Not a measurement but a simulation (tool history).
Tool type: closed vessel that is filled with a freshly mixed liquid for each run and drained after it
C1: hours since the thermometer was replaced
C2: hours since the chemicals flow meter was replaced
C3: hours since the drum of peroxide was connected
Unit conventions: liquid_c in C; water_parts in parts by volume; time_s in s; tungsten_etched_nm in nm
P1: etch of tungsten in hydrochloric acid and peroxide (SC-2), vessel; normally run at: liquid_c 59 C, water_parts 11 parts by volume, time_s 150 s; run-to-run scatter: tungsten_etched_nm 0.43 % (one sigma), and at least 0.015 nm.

run 1 hour=10.1 | liquid_c=59 water_parts=11 time_s=150 | C1=827.4 C2=231.6 C3=123 | tungsten_etched_nm=58.087
run 2 hour=22.3 | liquid_c=48 water_parts=15.5 time_s=150 | C1=839.6 C2=243.8 C3=135.2 | tungsten_etched_nm=21.172
run 3 hour=31.3 | liquid_c=59 water_parts=20 time_s=150 | C1=848.6 C2=252.8 C3=144.2 | tungsten_etched_nm=34.33
run 4 hour=39.6 | liquid_c=59 water_parts=4 time_s=225 | C1=856.9 C2=261.1 C3=152.5 | tungsten_etched_nm=188.21
run 5 hour=46.3 | liquid_c=59 water_parts=11 time_s=150 | C1=863.6 C2=267.8 C3=159.2 | tungsten_etched_nm=58.37
-- hour=49.8 chemicals flow meter replaced
run 6 hour=53.8 | liquid_c=70 water_parts=4.5 time_s=150 | C1=871.1 C2=4 C3=166.7 | tungsten_etched_nm=227.54
run 7 hour=64.5 | liquid_c=59 water_parts=11 time_s=285 | C1=881.8 C2=14.7 C3=177.4 | tungsten_etched_nm=111.24
run 8 hour=72 | liquid_c=59 water_parts=11 time_s=150 | C1=889.3 C2=22.2 C3=184.9 | tungsten_etched_nm=58.143
run 9 hour=83.8 | liquid_c=59 water_parts=11 time_s=30 | C1=901.1 C2=34 C3=196.7 | tungsten_etched_nm=11.612
run 10 hour=91.5 | liquid_c=59 water_parts=4 time_s=150 | C1=908.8 C2=41.7 C3=204.4 | tungsten_etched_nm=127.18
run 11 hour=99.2 | liquid_c=59 water_parts=11 time_s=150 | C1=916.5 C2=49.4 C3=212.1 | tungsten_etched_nm=58.148
run 12 hour=110.5 | liquid_c=72 water_parts=11 time_s=150 | C1=927.8 C2=60.7 C3=223.4 | tungsten_etched_nm=128.67
run 13 hour=118.7 | liquid_c=45 water_parts=11 time_s=150 | C1=936 C2=68.9 C3=231.6 | tungsten_etched_nm=23.149
run 14 hour=131 | liquid_c=59 water_parts=11 time_s=150 | C1=948.3 C2=81.2 C3=243.9 | tungsten_etched_nm=58.237
run 15 hour=139.6 | liquid_c=59 water_parts=11 time_s=150 | C1=956.9 C2=89.8 C3=252.5 | tungsten_etched_nm=58.23
run 16 hour=145.7 | liquid_c=59 water_parts=11 time_s=150 | C1=963 C2=95.9 C3=258.6 | tungsten_etched_nm=59.605
run 17 hour=157.3 | liquid_c=59 water_parts=11 time_s=150 | C1=974.6 C2=107.5 C3=270.2 | tungsten_etched_nm=61.056
run 18 hour=165 | liquid_c=59 water_parts=11 time_s=150 | C1=982.3 C2=115.2 C3=277.9 | tungsten_etched_nm=61.617
run 19 hour=175.7 | liquid_c=59 water_parts=11 time_s=150 | C1=993 C2=125.9 C3=288.6 | tungsten_etched_nm=61.944
run 20 hour=183.1 | liquid_c=59 water_parts=11 time_s=150 | C1=1000.4 C2=133.3 C3=296 | tungsten_etched_nm=62.416
run 21 hour=195.5 | liquid_c=59 water_parts=11 time_s=150 | C1=1012.8 C2=145.7 C3=308.4 | tungsten_etched_nm=62.554
run 22 hour=206 | liquid_c=59 water_parts=11 time_s=150 | C1=1023.3 C2=156.2 C3=318.9 | tungsten_etched_nm=62.381
run 23 hour=213.8 | liquid_c=59 water_parts=11 time_s=150 | C1=1031.1 C2=164 C3=326.7 | tungsten_etched_nm=62.542
run 24 hour=224.3 | liquid_c=59 water_parts=11 time_s=150 | C1=1041.6 C2=174.5 C3=337.2 | tungsten_etched_nm=62.645

Compared with where it was, what P1 gives has crept away. Each cause listed below fits the log as well as the rest, at the size given for it:
A: liquid hotter than its thermometer reads (K) = 1.15
B: chemicals flow above the setpoint (%) = 8.96
The process output started creeping at around hour 139.6.
Each remaining cause and why it is not a fit:
peroxide weaker than its label (%): cannot exceed 8; that much would move tungsten_etched_nm by -7.4 %, which falls short of the creep or goes against it

Of the 4 check runs below, each run on 3 wafers with the results averaged and each result still a question mark, which one would tell the listed causes apart?
run check 1 hour=234.8 | liquid_c=72 water_parts=11 time_s=150 | tungsten_etched_nm=?
run check 2 hour=234.8 | liquid_c=59 water_parts=19.5 time_s=220 | tungsten_etched_nm=?
run check 3 hour=234.8 | liquid_c=50 water_parts=4 time_s=150 | tungsten_etched_nm=?
run check 4 hour=234.8 | liquid_c=67.5 water_parts=11 time_s=30 | tungsten_etched_nm=?

How each check would come out, cause by cause:
check=check_1 result=tungsten_etched_nm if_A=136.98 if_B=137.69
check=check_2 result=tungsten_etched_nm if_A=55.451 if_B=55.741
check=check_3 result=tungsten_etched_nm if_A=75.873 if_B=74.37
check=check_4 result=tungsten_etched_nm if_A=21.024 if_B=21.096
Smallest distance between any two causes, each pair judged by its most separating result, in per cent: check 1 0.52 %; check 2 0.52 %; check 3 2 %; check 4 0.34 %
Only check 3 tells the causes apart: in the others they would give nearly the same result.

The results of check 3 are: tungsten_etched_nm 74.166 nm. Based on these, which of the listed causes is it?

B is the cause: chemicals flow above the setpoint (%).
